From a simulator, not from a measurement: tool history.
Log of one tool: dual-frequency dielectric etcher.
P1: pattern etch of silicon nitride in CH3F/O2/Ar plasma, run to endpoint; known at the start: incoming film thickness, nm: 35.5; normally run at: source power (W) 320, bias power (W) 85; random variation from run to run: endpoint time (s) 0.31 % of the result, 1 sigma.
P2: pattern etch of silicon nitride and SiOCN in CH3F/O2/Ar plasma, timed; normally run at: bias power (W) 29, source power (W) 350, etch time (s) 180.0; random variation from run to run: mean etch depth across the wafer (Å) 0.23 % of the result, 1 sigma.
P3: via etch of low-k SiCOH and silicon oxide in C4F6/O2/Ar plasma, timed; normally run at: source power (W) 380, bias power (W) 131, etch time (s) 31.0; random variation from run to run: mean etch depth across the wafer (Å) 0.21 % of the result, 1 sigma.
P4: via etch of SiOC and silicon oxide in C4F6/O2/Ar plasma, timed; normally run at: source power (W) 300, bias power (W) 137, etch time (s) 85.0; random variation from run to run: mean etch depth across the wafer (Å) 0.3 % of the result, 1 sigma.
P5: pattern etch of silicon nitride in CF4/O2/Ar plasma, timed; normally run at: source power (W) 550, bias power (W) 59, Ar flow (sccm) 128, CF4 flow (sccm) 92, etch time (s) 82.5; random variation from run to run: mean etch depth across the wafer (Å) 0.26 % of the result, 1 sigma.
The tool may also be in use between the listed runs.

run,hour,process that ran,source power (W),bias power (W),etch time (s),Ar flow (sccm),CF4 flow (sccm),endpoint time (s),mean etch depth across the wafer (Å)
1,9.7,P1,320,85,,,,53.791,
2,14.5,P2,350,29,180.0,,,,255.78
3,19.6,P4,300,90,85.0,,,,723.64
4,28.0,P1,320,85,,,,53.872,
5,37.1,P1,320,85,,,,53.449,
6,45.9,P3,380,101,31.0,,,,594.32
7,55.6,P2,350,29,99.0,,,,140.77
8,62.7,P1,320,85,,,,53.696,
9,68.1,P2,350,29,180.0,,,,255.81
10,75.0,P3,380,131,31.0,,,,642.44
11,84.8,P1,320,85,,,,53.598,
12,93.1,P1,320,85,,,,53.763,
13,99.2,P4,300,137,85.0,,,,816.72
14,108.4,P2,480,29,180.0,,,,285.77
15,116.1,P1,210,85,,,,62.820,
16,122.5,P1,270,61,,,,64.471,
17,131.0,P5,550,59,47.0,128,92,,985.25
18,140.2,P5,550,59,82.5,128,118,,1783.60
19,150.3,P3,380,131,40.5,,,,839.03
20,156.3,P5,550,59,82.5,97,92,,1790.00
21,164.7,P3,530,131,31.0,,,,735.57
22,174.6,P1,320,57,,,,61.808,
23,182.0,P1,390,85,,,,50.240,
24,189.1,P1,320,85,,,,53.780,
# hour 195.0: bias power generator calibrated
25,199.7,P4,210,137,85.0,,,,710.15
26,204.6,P2,350,19,180.0,,,,211.93
27,214.5,P1,320,105,,,,49.864,
28,222.4,P5,550,59,82.5,128,92,,1719.80
29,229.8,P5,550,59,82.5,128,92,,1729.40
30,236.3,P5,370,59,82.5,128,92,,1227.60
31,245.8,P4,300,137,47.0,,,,451.59
32,256.4,P5,550,35,82.5,128,92,,1417.80
33,263.8,P1,320,85,,,,53.722,
34,270.4,P1,320,85,,,,53.180,
35,277.7,P1,320,85,,,,53.332,
36,288.0,P1,320,85,,,,53.314,
37,298.5,P1,320,85,,,,53.272,
38,304.7,P1,320,85,,,,53.022,
39,310.7,P1,320,85,,,,52.946,
40,315.7,P1,320,85,,,,53.179,
# hour 317.4: wet clean of the chamber
41,325.7,P1,320,85,,,,53.076,
42,330.5,P1,320,85,,,,53.105,
43,336.5,P1,320,85,,,,52.677,
44,344.5,P1,320,85,,,,53.163,

What P1 gives has crept away from where it was. These 2 causes fit the log equally well, each at the size given:
A: bias power that arrives over what is set, % = 4.41
B: source power that arrives over what is set, % = 4.27
The creep began at about hour 263.8.
Why every other cause is out:
chamber walls in a state that raises the etch rate, %: serviced at hour 317.4, which brought nothing back

4 check runs are offered, one wafer each, their results left as question marks. Which one tells the causes apart?
check 1,352.5,P4,300,103,85.0,,,,?
check 2,352.5,P3,460,131,31.0,,,,?
check 3,352.5,P2,430,23,180.0,,,,?
check 4,352.5,P5,370,38,82.5,128,92,,?

What each check would give under each cause:
check,result,if A,if B
check 1,mean etch depth across the wafer (Å),756.59,759.71
check 2,mean etch depth across the wafer (Å),702.75,705.64
check 3,mean etch depth across the wafer (Å),251.89,250.67
check 4,mean etch depth across the wafer (Å),1052.70,1073.90
How far apart the two closest causes lie, in the result that separates them most: check 1 0.41 %; check 2 0.41 %; check 3 0.49 %; check 4 2 %
Only check 4 tells the causes apart: in the others they would give nearly the same result.

Check 4 was then run and gave: mean etch depth across the wafer (Å) 1071.80. Which cause is it?

It is B: source power that arrives over what is set, %.
